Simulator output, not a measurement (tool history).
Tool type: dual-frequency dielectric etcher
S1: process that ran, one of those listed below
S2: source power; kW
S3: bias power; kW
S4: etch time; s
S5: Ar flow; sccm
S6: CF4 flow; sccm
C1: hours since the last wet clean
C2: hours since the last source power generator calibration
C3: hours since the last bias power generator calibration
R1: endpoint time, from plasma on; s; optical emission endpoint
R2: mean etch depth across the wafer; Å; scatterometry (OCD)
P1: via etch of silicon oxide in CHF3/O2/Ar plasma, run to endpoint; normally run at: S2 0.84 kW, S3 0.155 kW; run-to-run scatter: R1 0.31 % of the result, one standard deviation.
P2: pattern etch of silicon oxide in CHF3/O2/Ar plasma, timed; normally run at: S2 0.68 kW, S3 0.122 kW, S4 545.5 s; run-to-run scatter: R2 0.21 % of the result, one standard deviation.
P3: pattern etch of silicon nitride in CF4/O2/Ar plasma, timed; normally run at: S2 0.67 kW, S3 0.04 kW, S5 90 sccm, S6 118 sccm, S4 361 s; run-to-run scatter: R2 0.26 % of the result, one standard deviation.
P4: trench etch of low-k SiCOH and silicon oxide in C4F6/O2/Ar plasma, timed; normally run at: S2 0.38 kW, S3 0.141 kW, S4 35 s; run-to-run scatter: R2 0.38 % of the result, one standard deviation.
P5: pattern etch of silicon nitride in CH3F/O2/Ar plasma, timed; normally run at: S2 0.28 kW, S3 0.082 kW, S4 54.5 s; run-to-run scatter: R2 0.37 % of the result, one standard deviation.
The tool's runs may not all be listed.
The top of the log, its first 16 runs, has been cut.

run,day,S1,S2,S3,S4,S5,S6,C1,C2,C3,R1,R2
17,4.746,P1,0.84,0.11,,,,193.3,1472.7,574.1,215.12,
18,5.021,P1,1.02,0.205,,,,199.9,1479.3,580.7,164.14,
19,5.258,P3,0.67,0.04,479.5,90,118,205.6,1485,586.4,,11110
20,5.488,P1,0.84,0.155,,,,211.1,1490.5,591.9,192.83,
21,5.779,P1,1.17,0.155,,,,218.1,1497.5,598.9,170.77,
22,6.067,P3,0.67,0.049,361,90,118,225,1504.4,605.8,,9014.2
23,6.242,P1,0.84,0.155,,,,229.2,1508.6,610,194.79,
24,6.412,P4,0.38,0.141,44.5,,,233.3,1512.7,614.1,,1209
25,6.6,P4,0.38,0.141,35,,,237.8,1517.2,618.6,,954.9
26,6.821,P4,0.38,0.193,35,,,243.1,1522.5,623.9,,1050.6

Run 27 has not been measured yet. What should we expect?
# day 6.992: source power generator calibrated
27,7.179,P5,0.28,0.11,54.5,,,251.7,4.6,632.5,,?

R2: 390.04 Å
